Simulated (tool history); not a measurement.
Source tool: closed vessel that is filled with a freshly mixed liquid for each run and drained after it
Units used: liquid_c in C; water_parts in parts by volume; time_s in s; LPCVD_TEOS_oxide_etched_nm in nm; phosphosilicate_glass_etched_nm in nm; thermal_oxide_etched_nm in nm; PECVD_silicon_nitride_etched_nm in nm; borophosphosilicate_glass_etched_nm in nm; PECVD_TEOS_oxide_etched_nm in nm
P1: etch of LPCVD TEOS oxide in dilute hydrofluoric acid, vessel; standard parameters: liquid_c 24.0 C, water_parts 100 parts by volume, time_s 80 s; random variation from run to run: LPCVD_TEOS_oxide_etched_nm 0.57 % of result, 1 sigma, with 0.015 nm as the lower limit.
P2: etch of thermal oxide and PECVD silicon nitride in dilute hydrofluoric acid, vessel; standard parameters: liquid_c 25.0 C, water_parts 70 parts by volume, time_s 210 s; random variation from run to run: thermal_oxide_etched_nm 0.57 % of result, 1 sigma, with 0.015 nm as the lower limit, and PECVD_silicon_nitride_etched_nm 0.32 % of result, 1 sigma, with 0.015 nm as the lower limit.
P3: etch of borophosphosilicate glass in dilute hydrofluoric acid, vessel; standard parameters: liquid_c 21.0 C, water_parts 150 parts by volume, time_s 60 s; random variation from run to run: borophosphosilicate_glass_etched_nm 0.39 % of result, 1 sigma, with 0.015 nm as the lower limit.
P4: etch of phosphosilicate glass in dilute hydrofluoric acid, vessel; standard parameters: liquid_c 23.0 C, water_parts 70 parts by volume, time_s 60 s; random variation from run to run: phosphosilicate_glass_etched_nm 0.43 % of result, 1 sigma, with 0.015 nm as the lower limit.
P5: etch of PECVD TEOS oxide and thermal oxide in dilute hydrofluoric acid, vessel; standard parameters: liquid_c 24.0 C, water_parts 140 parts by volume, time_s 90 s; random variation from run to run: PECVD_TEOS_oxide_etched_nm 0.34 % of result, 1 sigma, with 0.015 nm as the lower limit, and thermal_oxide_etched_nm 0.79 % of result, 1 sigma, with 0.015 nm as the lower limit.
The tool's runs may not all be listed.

run	hour	process	liquid_c	water_parts	time_s	hours since the thermometer was replaced	hours since the hydrofluoric acid flow meter was replaced	LPCVD_TEOS_oxide_etched_nm	phosphosilicate_glass_etched_nm	thermal_oxide_etched_nm	PECVD_silicon_nitride_etched_nm	borophosphosilicate_glass_etched_nm	PECVD_TEOS_oxide_etched_nm
1	3.2	P1	24.0	100	80	386.9	202.6	13.7800					
2	6.4	P4	23.0	70	60	390.1	205.8		169.410				
3	11.3	P2	25.0	25	210	395.0	210.7			46.1890	16.6680		
4	16.8	P1	24.0	100	135	400.5	216.2	23.5510					
5	22.4	P4	18.0	70	60	406.1	221.8		137.280				
6	27.1	P2	25.0	70	100	410.8	226.5			7.3087	2.9159		
7	31.7	P1	17.0	100	80	415.4	231.1	10.3130					
8	35.0	P2	25.0	70	210	418.7	234.4			15.5570	6.0965		
9	37.9	P4	23.0	70	60	421.6	237.3		168.700				
10	42.7	P3	21.0	150	30	426.4	242.1					9.2463	
11	47.1	P1	18.0	145	80	430.8	246.5	7.0746					
12	50.8	P2	17.5	70	210	434.5	250.2			11.2880	3.6679		
13	55.4	P1	24.0	100	80	439.1	254.8	13.8210					
14	58.6	P3	21.0	150	60	442.3	258.0					18.6180	
15	63.8	P4	23.0	70	30	447.5	263.2		84.957				
16	66.6	P1	24.0	100	80	450.3	266.0	13.7450					
17	70.3	P2	25.0	70	210	454.0	269.7			15.7190	6.0964		
18	74.9	P1	24.0	175	140	458.6	274.3	12.6640					
19	77.6	P1	24.0	100	80	461.3	277.0	13.7390					
20	81.3	P5	24.0	140	90	465.0	280.7			2.9906			6.1768
21	84.1	P1	24.0	160	80	467.8	283.5	7.9655					
22	89.5	P5	24.0	140	90	473.2	288.9			3.0129			6.1949
23	94.5	P1	24.0	100	80	478.2	293.9	13.6670					
24	99.1	P1	24.0	100	80	482.8	298.5	13.7450					
25	104.4	P1	31.0	100	80	488.1	303.8	18.1140					
26	108.3	P4	23.0	105	60	492.0	307.7		108.150				
27	113.4	P1	24.0	180	30	497.1	312.8	2.6044					
28	118.4	P3	21.0	35	60	502.1	317.8					90.3800	
29	122.1	P5	31.0	140	90	505.8	321.5			3.9031			8.0099
30	127.0	P3	21.0	150	60	510.7	326.4					18.5550	
31	131.5	P1	24.0	100	30	515.2	330.9	5.2074					
32	135.3	P3	17.0	150	60	519.0	334.7					15.8950	
33	138.5	P5	24.0	90	90	522.2	337.9			5.0493			10.2340
34	143.5	P1	24.0	65	80	527.2	342.9	22.3040					
35	147.9	P5	24.0	140	45	531.6	347.3			1.4846			3.0831
36	152.3	P1	24.0	100	80	536.0	351.7	13.7770					
37	155.8	P1	24.0	100	80	539.5	355.2	13.8600					
38	159.3	P1	24.0	100	80	543.0	358.7	14.2840					
39	163.1	P1	24.0	100	80	546.8	362.5	14.2870					
40	167.0	P1	24.0	100	80	550.7	366.4	14.3280					
41	169.7	P1	24.0	100	80	553.4	369.1	14.3610					
42	174.6	P1	24.0	100	80	558.3	374.0	14.5180					
43	178.2	P1	24.0	100	80	561.9	377.6	14.3780					
44	183.4	P1	24.0	100	80	567.1	382.8	14.3620					
45	189.2	P1	24.0	100	80	572.9	388.6	14.4410					
46	192.4	P1	24.0	100	80	576.1	391.8	14.6360					
47	195.5	P1	24.0	100	80	579.2	394.9	14.6540					

P1 no longer gives what it gave before; its output has crept away from where it was. The following 2 causes, each at its listed size, fit the log equally well:
A: liquid hotter than its thermometer reads (K) = 1.41
B: hydrofluoric acid flow above the setpoint (%) = 5.05
At approximately hour 152.3, the process output began to creep.

4 check runs are offered, one wafer each, their results left as question marks. Which one tells the causes apart?
check 1	198.6	P2	25.0	70	210					?	?		
check 2	198.6	P3	21.0	150	60							?	
check 3	198.6	P4	23.0	70	60				?				
check 4	198.6	P5	24.0	140	90					?			?

What each check would give under each cause:
check	result	if A	if B
check 1	thermal_oxide_etched_nm	16.4350	16.3930
check 1	PECVD_silicon_nitride_etched_nm	6.7078	6.4170
check 2	borophosphosilicate_glass_etched_nm	19.6460	19.6820
check 3	phosphosilicate_glass_etched_nm	179.150	178.490
check 4	thermal_oxide_etched_nm	3.1839	3.1941
check 4	PECVD_TEOS_oxide_etched_nm	6.5048	6.5256
Distance between the nearest two causes, measured in the result of the check that separates them most: check 1 4.43 %; check 2 0.18 %; check 3 0.37 %; check 4 0.32 %
The causes can be told apart only by check 1. The other checks would give nearly the same results under each of them.

Check 1 has now been run. It gave: thermal_oxide_etched_nm 16.5370 nm; PECVD_silicon_nitride_etched_nm 6.4210 nm. Which of the candidate causes is it?

Of the candidate causes, it is B: hydrofluoric acid flow above the setpoint (%).
